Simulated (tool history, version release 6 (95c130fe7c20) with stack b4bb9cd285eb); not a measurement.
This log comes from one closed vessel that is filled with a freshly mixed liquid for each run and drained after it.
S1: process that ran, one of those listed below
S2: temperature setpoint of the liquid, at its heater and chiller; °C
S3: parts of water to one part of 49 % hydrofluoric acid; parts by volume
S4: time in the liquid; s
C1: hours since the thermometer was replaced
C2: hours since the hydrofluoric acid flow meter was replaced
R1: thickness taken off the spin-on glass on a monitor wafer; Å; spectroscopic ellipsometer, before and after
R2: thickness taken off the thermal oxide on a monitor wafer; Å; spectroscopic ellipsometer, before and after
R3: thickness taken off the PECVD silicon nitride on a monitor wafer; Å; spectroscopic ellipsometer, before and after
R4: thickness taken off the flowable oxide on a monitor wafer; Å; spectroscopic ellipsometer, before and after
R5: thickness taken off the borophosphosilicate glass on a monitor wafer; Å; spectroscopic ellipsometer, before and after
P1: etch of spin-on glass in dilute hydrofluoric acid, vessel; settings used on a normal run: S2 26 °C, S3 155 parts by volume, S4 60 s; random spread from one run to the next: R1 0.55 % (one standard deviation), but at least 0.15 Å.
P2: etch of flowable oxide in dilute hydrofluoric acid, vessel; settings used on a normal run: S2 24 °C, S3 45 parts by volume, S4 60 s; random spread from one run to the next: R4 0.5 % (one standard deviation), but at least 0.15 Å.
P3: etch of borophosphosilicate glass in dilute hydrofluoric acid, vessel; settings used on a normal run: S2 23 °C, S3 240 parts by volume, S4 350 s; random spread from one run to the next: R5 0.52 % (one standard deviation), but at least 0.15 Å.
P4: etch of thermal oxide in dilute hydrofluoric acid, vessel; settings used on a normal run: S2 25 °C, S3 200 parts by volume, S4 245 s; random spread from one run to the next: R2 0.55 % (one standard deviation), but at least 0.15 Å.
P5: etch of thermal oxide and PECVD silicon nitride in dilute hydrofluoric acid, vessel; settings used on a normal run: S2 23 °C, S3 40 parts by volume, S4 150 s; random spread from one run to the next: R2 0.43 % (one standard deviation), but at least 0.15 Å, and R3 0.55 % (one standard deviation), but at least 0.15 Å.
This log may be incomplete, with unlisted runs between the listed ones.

Run 1, hour 4.8: S1 P1, S2 26 °C, S3 155 parts by volume, S4 60 s; C1 975.9; C2 361.3. Result: R1 175.41 Å.
Run 2, hour 9.2: S1 P5, S2 18.5 °C, S3 40 parts by volume, S4 150 s; C1 980.3; C2 365.7. Result: R2 154.4 Å, R3 93.514 Å.
Run 3, hour 11.8: S1 P2, S2 24 °C, S3 45 parts by volume, S4 60 s; C1 982.9; C2 368.3. Result: R4 420.35 Å.
Run 4, hour 15.9: S1 P1, S2 26 °C, S3 155 parts by volume, S4 60 s; C1 987; C2 372.4. Result: R1 176.45 Å.
Run 5, hour 20.2: S1 P5, S2 23 °C, S3 20 parts by volume, S4 150 s; C1 991.3; C2 376.7. Result: R2 386.06 Å, R3 250.4 Å.
Run 6, hour 24.1: S1 P2, S2 24 °C, S3 45 parts by volume, S4 60 s; C1 995.2; C2 380.6. Result: R4 416.82 Å.
Run 7, hour 28.6: S1 P1, S2 26 °C, S3 155 parts by volume, S4 60 s; C1 999.7; C2 385.1. Result: R1 175.61 Å.
Run 8, hour 31.5: S1 P2, S2 17.5 °C, S3 45 parts by volume, S4 60 s; C1 1002.6; C2 388. Result: R4 319.36 Å.
Run 9, hour 34.7: S1 P1, S2 22 °C, S3 50 parts by volume, S4 60 s; C1 1005.8; C2 391.2. Result: R1 529.16 Å.
Run 10, hour 37.3: S1 P4, S2 25 °C, S3 45 parts by volume, S4 245 s; C1 1008.4; C2 393.8. Result: R2 280.69 Å.
Run 11, hour 40.7: S1 P5, S2 23 °C, S3 40 parts by volume, S4 150 s; C1 1011.8; C2 397.2. Result: R2 186.87 Å, R3 128.5 Å.
Run 12, hour 43.6: S1 P3, S2 23 °C, S3 240 parts by volume, S4 175 s; C1 1014.7; C2 400.1. Result: R5 192.04 Å.
Run 13, hour 48.7: S1 P5, S2 23 °C, S3 40 parts by volume, S4 270 s; C1 1019.8; C2 405.2. Result: R2 338.99 Å, R3 230.24 Å.
Run 14, hour 52.7: S1 P1, S2 26 °C, S3 155 parts by volume, S4 60 s; C1 1023.8; C2 409.2. Result: R1 176.94 Å.
Run 15, hour 55.1: S1 P3, S2 23 °C, S3 365 parts by volume, S4 350 s; C1 1026.2; C2 411.6. Result: R5 227.57 Å.
Run 16, hour 59.6: S1 P1, S2 26 °C, S3 155 parts by volume, S4 60 s; C1 1030.7; C2 416.1. Result: R1 177.9 Å.
Run 17, hour 61.9: S1 P1, S2 32 °C, S3 155 parts by volume, S4 60 s; C1 1033; C2 418.4. Result: R1 221.09 Å.
Run 18, hour 64.8: S1 P1, S2 20 °C, S3 155 parts by volume, S4 60 s; C1 1035.9; C2 421.3. Result: R1 140.16 Å.
Run 19, hour 68: S1 P3, S2 17 °C, S3 240 parts by volume, S4 350 s; C1 1039.1; C2 424.5. Result: R5 309.9 Å.
Run 20, hour 71.4: S1 P1, S2 26 °C, S3 235 parts by volume, S4 60 s; C1 1042.5; C2 427.9. Result: R1 105.67 Å.
Run 21, hour 74.3: S1 P3, S2 23 °C, S3 240 parts by volume, S4 350 s; C1 1045.4; C2 430.8. Result: R5 387.94 Å.
Run 22, hour 77.3: S1 P4, S2 25 °C, S3 200 parts by volume, S4 245 s; C1 1048.4; C2 433.8. Result: R2 52.927 Å.
Run 23, hour 79.9: S1 P2, S2 24 °C, S3 45 parts by volume, S4 110 s; C1 1051; C2 436.4. Result: R4 770.93 Å.
Run 24, hour 83.5: S1 P1, S2 26 °C, S3 20 parts by volume, S4 60 s; C1 1054.6; C2 440. Result: R1 1626.9 Å.
Run 25, hour 87.9: S1 P2, S2 24 °C, S3 65 parts by volume, S4 60 s; C1 1059; C2 444.4. Result: R4 281.7 Å.
Run 26, hour 92: S1 P1, S2 26 °C, S3 155 parts by volume, S4 110 s; C1 1063.1; C2 448.5. Result: R1 319.17 Å.
Run 27, hour 96.9: S1 P1, S2 26 °C, S3 155 parts by volume, S4 60 s; C1 1068; C2 453.4. Result: R1 176.06 Å.
Run 28, hour 100: S1 P4, S2 30 °C, S3 200 parts by volume, S4 245 s; C1 1071.1; C2 456.5. Result: R2 62.919 Å.
Run 29, hour 103.3: S1 P1, S2 26 °C, S3 155 parts by volume, S4 30 s; C1 1074.4; C2 459.8. Result: R1 87.502 Å.
Run 30, hour 107.3: S1 P4, S2 25 °C, S3 200 parts by volume, S4 355 s; C1 1078.4; C2 463.8. Result: R2 76.753 Å.
Run 31, hour 112.2: S1 P1, S2 26 °C, S3 155 parts by volume, S4 60 s; C1 1083.3; C2 468.7. Result: R1 175.99 Å.
Run 32, hour 114.4: S1 P1, S2 26 °C, S3 155 parts by volume, S4 60 s; C1 1085.5; C2 470.9. Result: R1 179.07 Å.
Run 33, hour 117.3: S1 P1, S2 26 °C, S3 155 parts by volume, S4 60 s; C1 1088.4; C2 473.8. Result: R1 184.07 Å.
Run 34, hour 119.9: S1 P1, S2 26 °C, S3 155 parts by volume, S4 60 s; C1 1091; C2 476.4. Result: R1 182.9 Å.
Run 35, hour 124.7: S1 P1, S2 26 °C, S3 155 parts by volume, S4 60 s; C1 1095.8; C2 481.2. Result: R1 184.01 Å.
Run 36, hour 127.9: S1 P1, S2 26 °C, S3 155 parts by volume, S4 60 s; C1 1099; C2 484.4. Result: R1 184.73 Å.
Run 37, hour 132.8: S1 P1, S2 26 °C, S3 155 parts by volume, S4 60 s; C1 1103.9; C2 489.3. Result: R1 187.38 Å.
Run 38, hour 137.6: S1 P1, S2 26 °C, S3 155 parts by volume, S4 60 s; C1 1108.7; C2 494.1. Result: R1 183.95 Å.
Run 39, hour 141.4: S1 P1, S2 26 °C, S3 155 parts by volume, S4 60 s; C1 1112.5; C2 497.9. Result: R1 185.23 Å.

P1 no longer gives what it gave before; its output has crept away from where it was. The following 2 causes, each at its listed size, fit the log equally well:
A: liquid hotter than its thermometer reads (K) = 1.44
B: hydrofluoric acid flow above the setpoint (%) = 4.61
Onset of the creep was near hour 112.2.

4 check runs are offered, one wafer each, their results left as question marks. Which one tells the causes apart?
Run check 1, hour 145.2: S1 P4, S2 25 °C, S3 200 parts by volume, S4 245 s. Result: R2 ?.
Run check 2, hour 145.2: S1 P5, S2 23 °C, S3 40 parts by volume, S4 150 s. Result: R2 ?, R3 ?.
Run check 3, hour 145.2: S1 P3, S2 23 °C, S3 240 parts by volume, S4 350 s. Result: R5 ?.
Run check 4, hour 145.2: S1 P2, S2 24 °C, S3 45 parts by volume, S4 60 s. Result: R4 ?.

Check results expected under each cause:
  check  result    if A    if B
check 1      R2  55.462  55.605
check 2      R2   199.2  196.71
check 2      R3   141.3  133.86
check 3      R5  407.23  408.76
check 4      R4  446.61  441.49
Distance between the nearest two causes, measured in the result of the check that separates them most: check 1 0.26 %; check 2 5.4 %; check 3 0.38 %; check 4 1.15 %
Only check 2 tells the causes apart: in the others they would give nearly the same result.

Check 2 was carried out, with these results: R2 197.65 Å; R3 133.25 Å. Which of the listed causes is responsible?

B is the cause: hydrofluoric acid flow above the setpoint (%).

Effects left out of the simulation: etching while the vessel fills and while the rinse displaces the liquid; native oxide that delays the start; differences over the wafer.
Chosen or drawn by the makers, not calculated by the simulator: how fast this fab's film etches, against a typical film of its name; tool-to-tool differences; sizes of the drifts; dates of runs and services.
